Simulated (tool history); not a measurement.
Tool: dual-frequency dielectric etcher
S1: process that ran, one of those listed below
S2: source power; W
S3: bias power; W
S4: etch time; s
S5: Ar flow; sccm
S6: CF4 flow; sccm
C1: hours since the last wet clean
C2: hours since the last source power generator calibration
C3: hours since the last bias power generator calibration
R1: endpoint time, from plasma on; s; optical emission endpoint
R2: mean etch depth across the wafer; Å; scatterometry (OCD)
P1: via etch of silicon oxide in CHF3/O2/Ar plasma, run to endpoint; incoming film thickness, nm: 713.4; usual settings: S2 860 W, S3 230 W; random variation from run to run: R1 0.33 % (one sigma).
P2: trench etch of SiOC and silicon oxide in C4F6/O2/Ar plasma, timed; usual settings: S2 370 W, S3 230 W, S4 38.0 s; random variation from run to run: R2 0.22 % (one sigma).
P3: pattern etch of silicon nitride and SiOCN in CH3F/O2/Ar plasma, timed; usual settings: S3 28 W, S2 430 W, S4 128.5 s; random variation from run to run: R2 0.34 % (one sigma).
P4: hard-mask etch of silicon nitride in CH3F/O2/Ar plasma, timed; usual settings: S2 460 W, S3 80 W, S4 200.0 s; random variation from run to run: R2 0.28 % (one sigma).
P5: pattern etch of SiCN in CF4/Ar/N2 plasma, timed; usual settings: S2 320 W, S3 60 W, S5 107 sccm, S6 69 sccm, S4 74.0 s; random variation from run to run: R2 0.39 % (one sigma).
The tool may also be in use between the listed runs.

| run | hour | S1 | S2 | S3 | S4 | S5 | S6 | C1 | C2 | C3 | R1 | R2 |
|---|---|---|---|---|---|---|---|---|---|---|---|---|
| 1 | 7.3 | P1 | 860 | 230 |  |  |  | 389.9 | 3218.3 | 1375.2 | 283.28 |  |
| 2 | 11.9 | P4 | 460 | 46 | 200.0 |  |  | 394.5 | 3222.9 | 1379.8 |  | 1271.40 |
| 3 | 15.5 | P1 | 860 | 158 |  |  |  | 398.1 | 3226.5 | 1383.4 | 320.29 |  |
| 4 | 19.9 | P2 | 370 | 163 | 38.0 |  |  | 402.5 | 3230.9 | 1387.8 |  | 700.03 |
| 5 | 25.7 | P3 | 430 | 28 | 100.5 |  |  | 408.3 | 3236.7 | 1393.6 |  | 156.29 |
| 6 | 30.1 | P3 | 600 | 28 | 128.5 |  |  | 412.7 | 3241.1 | 1398.0 |  | 222.94 |
| 7 | 36.6 | P2 | 370 | 230 | 38.0 |  |  | 419.2 | 3247.6 | 1404.5 |  | 777.40 |
| 8 | 40.4 | P1 | 860 | 230 |  |  |  | 423.0 | 3251.4 | 1408.3 | 283.24 |  |
| 9 | 47.7 | P1 | 670 | 274 |  |  |  | 430.3 | 3258.7 | 1415.6 | 290.73 |  |
| 10 | 54.2 | P3 | 430 | 28 | 128.5 |  |  | 436.8 | 3265.2 | 1422.1 |  | 199.96 |
| 11 | 59.1 | P1 | 860 | 230 |  |  |  | 441.7 | 3270.1 | 1427.0 | 282.00 |  |
| 12 | 66.9 | P4 | 320 | 80 | 200.0 |  |  | 449.5 | 3277.9 | 1434.8 |  | 1333.50 |
| 13 | 72.8 | P2 | 370 | 230 | 38.0 |  |  | 455.4 | 3283.8 | 1440.7 |  | 778.69 |
| 14 | 81.0 | P1 | 860 | 230 |  |  |  | 463.6 | 3292.0 | 1448.9 | 282.33 |  |
| 15 | 88.0 | P2 | 370 | 230 | 53.0 |  |  | 470.6 | 3299.0 | 1455.9 |  | 1091.30 |
|  | 91.1 | source power generator calibrated |
| 16 | 94.3 | P4 | 460 | 80 | 200.0 |  |  | 476.9 | 3.2 | 1462.2 |  | 1526.90 |
| 17 | 101.3 | P3 | 430 | 21 | 128.5 |  |  | 483.9 | 10.2 | 1469.2 |  | 175.25 |
|  | 105.0 | bias power generator calibrated |
| 18 | 108.0 | P5 | 320 | 60 | 74.0 | 107 | 96 | 490.6 | 16.9 | 3.0 |  | 471.22 |
| 19 | 112.9 | P1 | 560 | 272 |  |  |  | 495.5 | 21.8 | 7.9 | 310.93 |  |
| 20 | 117.7 | P1 | 560 | 230 |  |  |  | 500.3 | 26.6 | 12.7 | 330.38 |  |
| 21 | 122.2 | P2 | 470 | 230 | 38.0 |  |  | 504.8 | 31.1 | 17.2 |  | 854.63 |
| 22 | 129.0 | P5 | 320 | 60 | 74.0 | 133 | 69 | 511.6 | 37.9 | 24.0 |  | 428.98 |
| 23 | 134.8 | P5 | 320 | 60 | 74.0 | 107 | 69 | 517.4 | 43.7 | 29.8 |  | 444.62 |
| 24 | 142.3 | P5 | 240 | 60 | 74.0 | 107 | 69 | 524.9 | 51.2 | 37.3 |  | 347.20 |
| 25 | 148.5 | P5 | 320 | 48 | 74.0 | 107 | 69 | 531.1 | 57.4 | 43.5 |  | 413.38 |
| 26 | 152.7 | P3 | 430 | 28 | 128.5 |  |  | 535.3 | 61.6 | 47.7 |  | 200.42 |
| 27 | 157.3 | P1 | 860 | 299 |  |  |  | 539.9 | 66.2 | 52.3 | 257.32 |  |
| 28 | 164.8 | P1 | 860 | 230 |  |  |  | 547.4 | 73.7 | 59.8 | 282.66 |  |
| 29 | 171.6 | P4 | 460 | 80 | 200.0 |  |  | 554.2 | 80.5 | 66.6 |  | 1521.90 |
| 30 | 179.2 | P5 | 320 | 60 | 98.5 | 107 | 69 | 561.8 | 88.1 | 74.2 |  | 597.62 |
| 31 | 187.3 | P4 | 460 | 80 | 110.0 |  |  | 569.9 | 96.2 | 82.3 |  | 838.41 |
| 32 | 192.7 | P1 | 860 | 230 |  |  |  | 575.3 | 101.6 | 87.7 | 281.73 |  |
| 33 | 200.4 | P1 | 1150 | 230 |  |  |  | 583.0 | 109.3 | 95.4 | 253.32 |  |
| 34 | 205.7 | P1 | 860 | 230 |  |  |  | 588.3 | 114.6 | 100.7 | 282.22 |  |
| 35 | 213.4 | P1 | 860 | 230 |  |  |  | 596.0 | 122.3 | 108.4 | 282.68 |  |
| 36 | 217.8 | P1 | 860 | 230 |  |  |  | 600.4 | 126.7 | 112.8 | 284.72 |  |
| 37 | 224.9 | P1 | 860 | 230 |  |  |  | 607.5 | 133.8 | 119.9 | 286.52 |  |
| 38 | 231.4 | P1 | 860 | 230 |  |  |  | 614.0 | 140.3 | 126.4 | 286.60 |  |
| 39 | 238.0 | P1 | 860 | 230 |  |  |  | 620.6 | 146.9 | 133.0 | 286.50 |  |
| 40 | 242.2 | P1 | 860 | 230 |  |  |  | 624.8 | 151.1 | 137.2 | 287.26 |  |
|  | 245.5 | wet clean of the chamber |
| 41 | 249.5 | P1 | 860 | 230 |  |  |  | 4.0 | 158.4 | 144.5 | 285.56 |  |
| 42 | 255.5 | P1 | 860 | 230 |  |  |  | 10.0 | 164.4 | 150.5 | 285.88 |  |
| 43 | 262.4 | P1 | 860 | 230 |  |  |  | 16.9 | 171.3 | 157.4 | 285.89 |  |
| 44 | 269.6 | P1 | 860 | 230 |  |  |  | 24.1 | 178.5 | 164.6 | 286.14 |  |

What P1 gives has crept away from where it was. These 2 causes fit the log equally well, each at the size given:
A: source power that arrives under what is set, % = 4.2
B: bias power that arrives under what is set, % = 4.65
The creep began at about hour 205.7.
Why every other cause is out:
chamber walls in a state that lowers the etch rate, %: serviced at hour 245.5, which brought nothing back

4 check runs are offered, each on 2 wafers whose results are averaged, their results left as question marks. Which one tells the causes apart?
| check 1 | 276.8 | P3 | 590 | 21 | 128.5 |  |  |  |  |  |  | ? |
| check 2 | 276.8 | P2 | 370 | 180 | 45.5 |  |  |  |  |  |  | ? |
| check 3 | 276.8 | P5 | 320 | 60 | 74.0 | 128 | 69 |  |  |  |  | ? |
| check 4 | 276.8 | P4 | 460 | 51 | 122.5 |  |  |  |  |  |  | ? |

What each check would give under each cause:
| check | result | if A | if B |
|---|---|---|---|
| check 1 | R2 | 193.05 | 192.07 |
| check 2 | R2 | 848.04 | 849.38 |
| check 3 | R2 | 416.53 | 425.20 |
| check 4 | R2 | 792.01 | 793.61 |
How far apart the two closest causes lie, in the result that separates them most: check 1 0.51 %; check 2 0.16 %; check 3 2.06 %; check 4 0.2 %
Only check 3 tells the causes apart: in the others they would give nearly the same result.

Check 3 was then run and gave: R2 413.95 Å. Which cause is it?

It is A: source power that arrives under what is set, %.
